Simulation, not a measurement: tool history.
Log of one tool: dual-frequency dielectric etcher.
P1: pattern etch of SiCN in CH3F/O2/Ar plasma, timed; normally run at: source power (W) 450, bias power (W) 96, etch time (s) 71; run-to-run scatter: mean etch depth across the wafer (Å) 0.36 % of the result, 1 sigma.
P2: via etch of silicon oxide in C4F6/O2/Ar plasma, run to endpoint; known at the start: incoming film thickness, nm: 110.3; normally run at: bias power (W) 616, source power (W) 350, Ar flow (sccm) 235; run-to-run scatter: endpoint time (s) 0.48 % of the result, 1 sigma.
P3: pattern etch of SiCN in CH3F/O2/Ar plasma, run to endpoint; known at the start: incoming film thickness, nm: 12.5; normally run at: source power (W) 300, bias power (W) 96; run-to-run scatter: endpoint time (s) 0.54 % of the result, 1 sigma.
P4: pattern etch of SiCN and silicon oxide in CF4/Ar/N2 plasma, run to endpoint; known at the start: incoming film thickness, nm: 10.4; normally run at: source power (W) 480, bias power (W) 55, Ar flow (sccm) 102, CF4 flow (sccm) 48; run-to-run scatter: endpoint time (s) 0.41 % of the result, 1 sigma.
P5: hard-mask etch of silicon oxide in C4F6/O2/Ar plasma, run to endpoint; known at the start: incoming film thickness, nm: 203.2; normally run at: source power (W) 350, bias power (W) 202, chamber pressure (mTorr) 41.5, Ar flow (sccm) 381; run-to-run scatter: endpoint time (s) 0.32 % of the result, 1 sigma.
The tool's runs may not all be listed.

run	hour	process that ran	source power (W)	bias power (W)	etch time (s)	chamber pressure (mTorr)	Ar flow (sccm)	CF4 flow (sccm)	mean etch depth across the wafer (Å)	endpoint time (s)
1	6.8	P1	450	96	71				318.96	
2	14	P1	450	96	71				318.58	
3	27.2	P5	350	202		41.5	496			71.262
4	35.9	P2	350	616			235			22.906
5	48.7	P3	300	96						34.197
# hour 50.1: wet clean of the chamber
6	60.8	P4	480	65			102	48		12.091
7	72.6	P1	450	96	71				321.06	
8	81.3	P5	350	202		41.5	381			69.534
9	91.4	P5	430	202		41.5	381			64.095
10	100.1	P2	350	850			235			20.175
11	110.1	P5	350	202		56.5	381			72.167
12	123	P4	480	55			102	33		13.718
13	135.5	P4	480	55			102	48		12.84
14	147.8	P1	450	114	53.5				255.64	
15	158.4	P1	450	96	42.5				190.91	
16	169.6	P5	350	259		41.5	381			63.804
17	178.7	P1	450	125	88				438.8	
18	187.4	P1	450	96	106				473.89	
19	194.7	P1	450	67	71				280.94	
20	207.6	P1	450	115	71				340.83	
21	219.6	P2	450	616			235			20.854
22	227.6	P4	480	55			69	48		11.983
23	240.9	P1	450	96	71				317.33	
24	247.7	P2	350	616			150			21.885
25	255.5	P4	380	55			102	48		15.694
26	261.7	P1	570	96	71				348.54	

The next listed run, before its measurement:
27	268.1	P3	300	133						?

endpoint time (s): 29.888
